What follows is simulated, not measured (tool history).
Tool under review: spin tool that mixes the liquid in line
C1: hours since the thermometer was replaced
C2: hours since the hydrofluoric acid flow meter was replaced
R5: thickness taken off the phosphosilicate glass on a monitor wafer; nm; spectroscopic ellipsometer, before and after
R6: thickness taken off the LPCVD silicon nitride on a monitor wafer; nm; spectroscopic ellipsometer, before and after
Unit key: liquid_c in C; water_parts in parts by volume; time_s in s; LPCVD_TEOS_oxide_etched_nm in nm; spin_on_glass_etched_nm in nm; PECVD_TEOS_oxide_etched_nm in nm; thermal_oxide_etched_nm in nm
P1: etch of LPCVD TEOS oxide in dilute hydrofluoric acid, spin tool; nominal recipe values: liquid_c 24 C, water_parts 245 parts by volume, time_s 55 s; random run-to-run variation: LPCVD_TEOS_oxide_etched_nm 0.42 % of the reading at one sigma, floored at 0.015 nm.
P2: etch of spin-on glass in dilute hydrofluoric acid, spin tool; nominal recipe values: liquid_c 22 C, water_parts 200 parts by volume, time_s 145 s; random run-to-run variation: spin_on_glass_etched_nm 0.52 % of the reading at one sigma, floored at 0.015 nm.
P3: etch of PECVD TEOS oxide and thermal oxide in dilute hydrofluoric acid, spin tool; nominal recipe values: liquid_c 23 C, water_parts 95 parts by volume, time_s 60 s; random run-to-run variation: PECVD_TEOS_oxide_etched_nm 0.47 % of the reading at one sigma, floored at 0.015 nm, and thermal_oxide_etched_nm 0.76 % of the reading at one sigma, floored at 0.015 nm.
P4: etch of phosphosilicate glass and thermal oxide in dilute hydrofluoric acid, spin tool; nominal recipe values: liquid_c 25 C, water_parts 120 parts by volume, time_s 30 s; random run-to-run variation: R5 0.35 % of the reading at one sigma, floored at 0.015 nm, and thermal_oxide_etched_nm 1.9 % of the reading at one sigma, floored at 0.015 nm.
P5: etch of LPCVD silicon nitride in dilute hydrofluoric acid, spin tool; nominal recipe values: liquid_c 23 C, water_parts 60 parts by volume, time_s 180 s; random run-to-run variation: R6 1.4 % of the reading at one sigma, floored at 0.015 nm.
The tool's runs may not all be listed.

Run 1, hour 10.2: process P1, liquid_c 24 C, water_parts 245 parts by volume, time_s 55 s; C1 396.4; C2 641.8. Result: LPCVD_TEOS_oxide_etched_nm 8.1273 nm.
Run 2, hour 21.8: process P2, liquid_c 30 C, water_parts 200 parts by volume, time_s 145 s; C1 408; C2 653.4. Result: spin_on_glass_etched_nm 36.003 nm.
Run 3, hour 36.4: process P1, liquid_c 27.5 C, water_parts 390 parts by volume, time_s 55 s; C1 422.6; C2 668. Result: LPCVD_TEOS_oxide_etched_nm 4.9901 nm.
Run 4, hour 49.8: process P1, liquid_c 24 C, water_parts 245 parts by volume, time_s 55 s; C1 436; C2 681.4. Result: LPCVD_TEOS_oxide_etched_nm 8.1591 nm.
Run 5, hour 59.7: process P3, liquid_c 23 C, water_parts 95 parts by volume, time_s 60 s; C1 445.9; C2 691.3. Result: PECVD_TEOS_oxide_etched_nm 5.2645 nm, thermal_oxide_etched_nm 2.9474 nm.
Run 6, hour 73.6: process P4, liquid_c 25 C, water_parts 220 parts by volume, time_s 30 s; C1 459.8; C2 705.2. Result: thermal_oxide_etched_nm 0.58796 nm, R5 8.0557 nm.
Run 7, hour 82.5: process P4, liquid_c 25 C, water_parts 120 parts by volume, time_s 30 s; C1 468.7; C2 714.1. Result: thermal_oxide_etched_nm 1.152 nm, R5 16.684 nm.
Run 8, hour 96.7: process P4, liquid_c 25 C, water_parts 120 parts by volume, time_s 45 s; C1 482.9; C2 728.3. Result: thermal_oxide_etched_nm 1.8063 nm, R5 24.914 nm.
Run 9, hour 107.4: process P1, liquid_c 24 C, water_parts 105 parts by volume, time_s 15 s; C1 493.6; C2 739. Result: LPCVD_TEOS_oxide_etched_nm 6.0786 nm.
Run 10, hour 120.1: process P5, liquid_c 23 C, water_parts 100 parts by volume, time_s 180 s; C1 506.3; C2 751.7. Result: R6 0.9156 nm.
Run 11, hour 129.8: process P1, liquid_c 24 C, water_parts 245 parts by volume, time_s 55 s; C1 516; C2 761.4. Result: LPCVD_TEOS_oxide_etched_nm 8.2073 nm.
Run 12, hour 139.8: process P2, liquid_c 22 C, water_parts 200 parts by volume, time_s 45 s; C1 526; C2 771.4. Result: spin_on_glass_etched_nm 8.4082 nm.
Run 13, hour 147.3: process P5, liquid_c 17 C, water_parts 60 parts by volume, time_s 180 s; C1 533.5; C2 778.9. Result: R6 1.0274 nm.
Run 14, hour 155: process P1, liquid_c 24 C, water_parts 245 parts by volume, time_s 55 s; C1 541.2; C2 786.6. Result: LPCVD_TEOS_oxide_etched_nm 8.1739 nm.
Run 15, hour 166.1: process P3, liquid_c 23 C, water_parts 175 parts by volume, time_s 60 s; C1 552.3; C2 797.7. Result: PECVD_TEOS_oxide_etched_nm 2.627 nm, thermal_oxide_etched_nm 1.46 nm.
Run 16, hour 174: process P1, liquid_c 17 C, water_parts 245 parts by volume, time_s 55 s; C1 560.2; C2 805.6. Result: LPCVD_TEOS_oxide_etched_nm 6.3165 nm.
Run 17, hour 181.4: process P2, liquid_c 22 C, water_parts 200 parts by volume, time_s 145 s; C1 567.6; C2 813. Result: spin_on_glass_etched_nm 27.074 nm.
Run 18, hour 190.4: process P1, liquid_c 29 C, water_parts 245 parts by volume, time_s 55 s; C1 576.6; C2 822. Result: LPCVD_TEOS_oxide_etched_nm 9.7641 nm.
Run 19, hour 203: process P5, liquid_c 23 C, water_parts 60 parts by volume, time_s 180 s; C1 589.2; C2 834.6. Result: R6 1.5599 nm.
Run 20, hour 214.7: process P2, liquid_c 22 C, water_parts 360 parts by volume, time_s 145 s; C1 600.9; C2 846.3. Result: spin_on_glass_etched_nm 12.998 nm.

Run 21 is up next; what results do you expect?
Run 21, hour 226.2: process P4, liquid_c 25 C, water_parts 120 parts by volume, time_s 30 s; C1 612.4; C2 857.8. Result: thermal_oxide_etched_nm ?, R5 ?.

thermal_oxide_etched_nm: 1.1759 nm
R5: 16.533 nm

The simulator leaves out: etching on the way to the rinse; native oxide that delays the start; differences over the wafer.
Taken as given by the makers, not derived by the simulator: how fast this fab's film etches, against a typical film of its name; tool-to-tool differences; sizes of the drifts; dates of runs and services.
